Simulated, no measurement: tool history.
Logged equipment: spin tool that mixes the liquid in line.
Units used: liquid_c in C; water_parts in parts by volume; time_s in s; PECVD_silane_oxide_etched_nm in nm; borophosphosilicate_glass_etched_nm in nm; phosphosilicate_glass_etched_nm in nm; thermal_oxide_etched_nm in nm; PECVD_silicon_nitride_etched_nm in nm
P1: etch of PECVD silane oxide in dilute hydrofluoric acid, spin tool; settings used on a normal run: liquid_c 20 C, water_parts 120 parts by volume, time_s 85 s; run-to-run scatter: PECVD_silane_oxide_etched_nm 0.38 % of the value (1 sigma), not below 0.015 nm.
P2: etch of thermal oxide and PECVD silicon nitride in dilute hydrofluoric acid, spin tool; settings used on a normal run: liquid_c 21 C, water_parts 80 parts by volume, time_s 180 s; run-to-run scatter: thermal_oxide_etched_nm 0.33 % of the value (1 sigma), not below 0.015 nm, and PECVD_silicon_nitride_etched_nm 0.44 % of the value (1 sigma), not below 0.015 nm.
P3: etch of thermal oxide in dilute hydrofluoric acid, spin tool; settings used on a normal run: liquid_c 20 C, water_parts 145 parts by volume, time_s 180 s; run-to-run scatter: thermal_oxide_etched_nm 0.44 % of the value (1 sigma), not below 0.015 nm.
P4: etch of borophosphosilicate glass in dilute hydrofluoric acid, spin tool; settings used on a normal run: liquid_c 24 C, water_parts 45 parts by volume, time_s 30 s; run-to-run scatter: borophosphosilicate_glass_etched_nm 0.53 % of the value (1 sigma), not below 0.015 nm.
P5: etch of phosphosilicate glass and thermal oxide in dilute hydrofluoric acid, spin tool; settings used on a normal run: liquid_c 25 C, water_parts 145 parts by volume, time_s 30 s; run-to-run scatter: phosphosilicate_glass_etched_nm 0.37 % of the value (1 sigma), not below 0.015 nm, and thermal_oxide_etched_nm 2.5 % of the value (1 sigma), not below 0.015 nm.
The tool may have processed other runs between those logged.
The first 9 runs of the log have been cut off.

run   hour  process  liquid_c  water_parts  time_s  hours since the thermometer was replaced  hours since the hydrofluoric acid flow meter was replaced  PECVD_silane_oxide_etched_nm  borophosphosilicate_glass_etched_nm  phosphosilicate_glass_etched_nm  thermal_oxide_etched_nm  PECVD_silicon_nitride_etched_nm
 10   55.9       P1        20          175      85                                     694.1                                                      200.0                       14.8700
 11   61.8       P5        25          145      30                                     700.0                                                      205.9                                                                                              24.261                  0.97594
 12   66.4       P4        24           45      30                                     704.6                                                      210.5                                                             28.820
 13   72.3       P5        25           65      30                                     710.5                                                      216.4                                                                                              59.887                  2.35410
 14   79.6       P1        20          120     130                                     717.8                                                      223.7                       35.1060
 15   84.4       P1        17          120      85                                     722.6                                                      228.5                       20.3590
      91.0  -- hydrofluoric acid flow meter replaced
 16   91.0       P1        20           35      85                                     729.2                                                        0.1                       87.1770
 17   97.8       P1        20          120      85                                     736.0                                                        6.9                       22.8970
 18  104.5       P2        21           30     180                                     742.7                                                       13.6                                                                                                                     26.16000                           21.026
 19  110.3       P1        26          120      85                                     748.5                                                       19.4                       29.0790
 20  114.4       P4        17           45      30                                     752.6                                                       23.5                                                             21.183
 21  120.8       P1        20          120      85                                     759.0                                                       29.9                       22.9830
 22  128.3       P3        24          145     180                                     766.5                                                       37.4                                                                                                                      5.29260
 23  133.5       P3        20           80     180                                     771.7                                                       42.6                                                                                                                      8.81030
 24  140.6       P1        20          120      85                                     778.8                                                       49.7                       22.9910
 25  146.6       P3        20          145      20                                     784.8                                                       55.7                                                                                                                      0.49458
 26  152.1       P5        25          145      30                                     790.3                                                       61.2                                                                                              24.381                  0.95924

Estimate the outcome of run 27 from the log above:
 27  157.3       P2        17           80     180                                     795.5                                                       66.4                                                                                                                            ?                                ?

Run 27 produced thermal_oxide_etched_nm 7.84300 nm, PECVD_silicon_nitride_etched_nm 6.110 nm.
